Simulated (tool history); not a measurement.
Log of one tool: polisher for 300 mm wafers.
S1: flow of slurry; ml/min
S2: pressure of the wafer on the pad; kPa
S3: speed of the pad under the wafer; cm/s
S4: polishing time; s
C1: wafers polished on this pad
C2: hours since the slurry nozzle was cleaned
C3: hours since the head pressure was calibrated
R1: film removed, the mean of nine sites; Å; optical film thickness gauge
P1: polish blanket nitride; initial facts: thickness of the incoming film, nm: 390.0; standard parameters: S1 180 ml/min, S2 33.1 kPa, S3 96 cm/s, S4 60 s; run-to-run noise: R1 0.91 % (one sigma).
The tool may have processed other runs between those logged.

| run | hour | S1 | S2 | S3 | S4 | C1 | C2 | C3 | R1 |
|---|---|---|---|---|---|---|---|---|---|
| 1 | 7.7 | 180 | 33.1 | 96 | 60 | 547 | 275.0 | 1011.4 | 1388.10 |
| 2 | 12.1 | 180 | 33.1 | 96 | 60 | 613 | 279.4 | 1015.8 | 1348.60 |
| 3 | 20.7 | 180 | 33.1 | 96 | 60 | 741 | 288.0 | 1024.4 | 1375.10 |
| 4 | 25.3 | 180 | 33.1 | 44 | 60 | 810 | 292.6 | 1029.0 | 735.38 |
| 5 | 33.7 | 180 | 33.1 | 130 | 79 | 935 | 301.0 | 1037.4 | 2237.10 |
| 6 | 41.6 | 140 | 33.1 | 96 | 31 | 1053 | 308.9 | 1045.3 | 677.28 |
| 7 | 46.1 | 180 | 33.1 | 96 | 60 | 1121 | 313.4 | 1049.8 | 1366.10 |
| 8 | 50.6 | 275 | 33.1 | 96 | 60 | 1188 | 317.9 | 1054.3 | 1415.10 |
| 9 | 56.7 | 180 | 33.1 | 96 | 60 | 1279 | 324.0 | 1060.4 | 1346.60 |
| 10 | 64.3 | 180 | 52.4 | 96 | 60 | 1392 | 331.6 | 1068.0 | 2154.60 |
| 11 | 70.2 | 110 | 33.1 | 96 | 60 | 1480 | 337.5 | 1073.9 | 1261.20 |
| 12 | 78.2 | 225 | 20.7 | 96 | 60 | 1600 | 345.5 | 1081.9 | 871.65 |
| 13 | 83.6 | 180 | 15.2 | 96 | 60 | 1680 | 350.9 | 1087.3 | 631.36 |
| 14 | 91.0 | 180 | 33.1 | 96 | 27 | 1791 | 358.3 | 1094.7 | 616.69 |
| 15 | 95.2 | 180 | 33.1 | 96 | 94 | 1854 | 362.5 | 1098.9 | 2145.00 |
| 16 | 103.2 | 180 | 33.1 | 124 | 60 | 1973 | 370.5 | 1106.9 | 1672.90 |
| 17 | 109.9 | 180 | 33.1 | 96 | 60 | 2073 | 377.2 | 1113.6 | 1343.30 |
| 18 | 116.8 | 180 | 33.1 | 96 | 60 | 2176 | 384.1 | 1120.5 | 1333.70 |

Run 19, settings as shown, results not yet in. Your forecast:
| 19 | 124.5 | 180 | 33.1 | 96 | 60 | 2291 | 391.8 | 1128.2 | ? |

Run 19 came out at R1 1330.30 Å.
